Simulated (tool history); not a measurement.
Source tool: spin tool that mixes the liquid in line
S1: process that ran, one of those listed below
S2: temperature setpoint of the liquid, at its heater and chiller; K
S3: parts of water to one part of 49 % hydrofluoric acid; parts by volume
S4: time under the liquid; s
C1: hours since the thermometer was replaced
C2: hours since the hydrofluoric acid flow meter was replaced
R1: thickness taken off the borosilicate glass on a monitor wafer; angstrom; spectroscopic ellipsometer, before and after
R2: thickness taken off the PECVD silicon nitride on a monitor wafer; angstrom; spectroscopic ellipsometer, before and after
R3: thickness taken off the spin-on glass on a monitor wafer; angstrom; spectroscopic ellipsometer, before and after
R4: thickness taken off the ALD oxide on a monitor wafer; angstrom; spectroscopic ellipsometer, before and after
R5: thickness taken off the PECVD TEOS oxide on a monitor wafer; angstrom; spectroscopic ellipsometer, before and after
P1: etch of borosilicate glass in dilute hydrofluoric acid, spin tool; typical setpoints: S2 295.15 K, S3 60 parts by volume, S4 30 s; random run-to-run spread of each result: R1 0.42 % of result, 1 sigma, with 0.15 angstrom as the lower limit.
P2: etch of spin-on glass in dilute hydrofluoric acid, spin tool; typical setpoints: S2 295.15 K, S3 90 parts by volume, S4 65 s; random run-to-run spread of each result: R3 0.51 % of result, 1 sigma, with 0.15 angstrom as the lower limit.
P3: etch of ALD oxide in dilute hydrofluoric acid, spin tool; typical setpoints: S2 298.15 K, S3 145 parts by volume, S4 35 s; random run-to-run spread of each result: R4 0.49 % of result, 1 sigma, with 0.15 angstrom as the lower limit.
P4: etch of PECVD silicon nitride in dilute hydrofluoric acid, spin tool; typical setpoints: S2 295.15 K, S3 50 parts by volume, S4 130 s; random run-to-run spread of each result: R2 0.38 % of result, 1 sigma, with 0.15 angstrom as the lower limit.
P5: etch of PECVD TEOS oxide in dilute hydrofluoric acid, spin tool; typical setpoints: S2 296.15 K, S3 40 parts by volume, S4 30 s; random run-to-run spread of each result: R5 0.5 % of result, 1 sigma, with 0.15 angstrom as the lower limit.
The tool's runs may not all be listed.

| run | hour | S1 | S2 | S3 | S4 | C1 | C2 | R1 | R2 | R3 | R4 | R5 |
|---|---|---|---|---|---|---|---|---|---|---|---|---|
| 1 | 13.1 | P1 | 295.15 | 60 | 30 | 2099.5 | 204.5 | 121.890 |  |  |  |  |
| 2 | 24.5 | P1 | 295.15 | 60 | 45 | 2110.9 | 215.9 | 185.720 |  |  |  |  |
| 3 | 36.6 | P1 | 295.15 | 60 | 30 | 2123.0 | 228.0 | 123.580 |  |  |  |  |
| 4 | 46.1 | P4 | 295.15 | 90 | 130 | 2132.5 | 237.5 |  | 66.844 |  |  |  |
| 5 | 55.9 | P2 | 295.15 | 90 | 65 | 2142.3 | 247.3 |  |  | 312.96 |  |  |
| 6 | 70.6 | P2 | 295.15 | 90 | 130 | 2157.0 | 262.0 |  |  | 622.51 |  |  |
| 7 | 82.7 | P3 | 298.15 | 145 | 35 | 2169.1 | 274.1 |  |  |  | 68.847 |  |
| 8 | 92.1 | P1 | 295.15 | 100 | 30 | 2178.5 | 283.5 | 70.325 |  |  |  |  |
| 9 | 106.7 | P1 | 295.15 | 30 | 30 | 2193.1 | 298.1 | 255.270 |  |  |  |  |
| 10 | 125.0 | P3 | 298.15 | 145 | 20 | 2211.4 | 316.4 |  |  |  | 39.024 |  |
| 11 | 140.8 | P4 | 295.15 | 50 | 250 | 2227.2 | 332.2 |  | 229.900 |  |  |  |
| 12 | 154.4 | P1 | 295.15 | 60 | 15 | 2240.8 | 345.8 | 61.287 |  |  |  |  |
| 13 | 172.8 | P5 | 304.15 | 40 | 30 | 2259.2 | 364.2 |  |  |  |  | 316.45 |
| 14 | 181.7 | P1 | 302.65 | 95 | 30 | 2268.1 | 373.1 | 100.010 |  |  |  |  |
| 15 | 191.0 | P1 | 301.65 | 90 | 30 | 2277.4 | 382.4 | 102.800 |  |  |  |  |
| 16 | 202.4 | P5 | 296.15 | 40 | 45 | 2288.8 | 393.8 |  |  |  |  | 347.42 |
| 17 | 214.5 | P4 | 290.15 | 50 | 130 | 2300.9 | 405.9 |  | 83.451 |  |  |  |
| 18 | 225.7 | P4 | 295.15 | 50 | 130 | 2312.1 | 417.1 |  | 119.160 |  |  |  |
| 19 | 238.4 | P1 | 299.15 | 60 | 60 | 2324.8 | 429.8 | 289.220 |  |  |  |  |
| 20 | 255.8 | P3 | 298.15 | 145 | 35 | 2342.2 | 447.2 |  |  |  | 68.320 |  |
| 21 | 266.4 | P1 | 291.15 | 60 | 30 | 2352.8 | 457.8 | 103.880 |  |  |  |  |
| 22 | 276.2 | P1 | 295.15 | 60 | 30 | 2362.6 | 467.6 | 122.700 |  |  |  |  |
| 23 | 287.5 | P2 | 295.15 | 45 | 65 | 2373.9 | 478.9 |  |  | 661.70 |  |  |
| 24 | 300.8 | P5 | 296.15 | 40 | 30 | 2387.2 | 492.2 |  |  |  |  | 229.51 |
| 25 | 314.4 | P3 | 298.15 | 60 | 35 | 2400.8 | 505.8 |  |  |  | 184.330 |  |

Run 26 is up next; what results do you expect?
| 26 | 327.2 | P1 | 295.15 | 60 | 30 | 2413.6 | 518.6 | ? |  |  |  |  |

{"run 26": {"R1": 122.85}}

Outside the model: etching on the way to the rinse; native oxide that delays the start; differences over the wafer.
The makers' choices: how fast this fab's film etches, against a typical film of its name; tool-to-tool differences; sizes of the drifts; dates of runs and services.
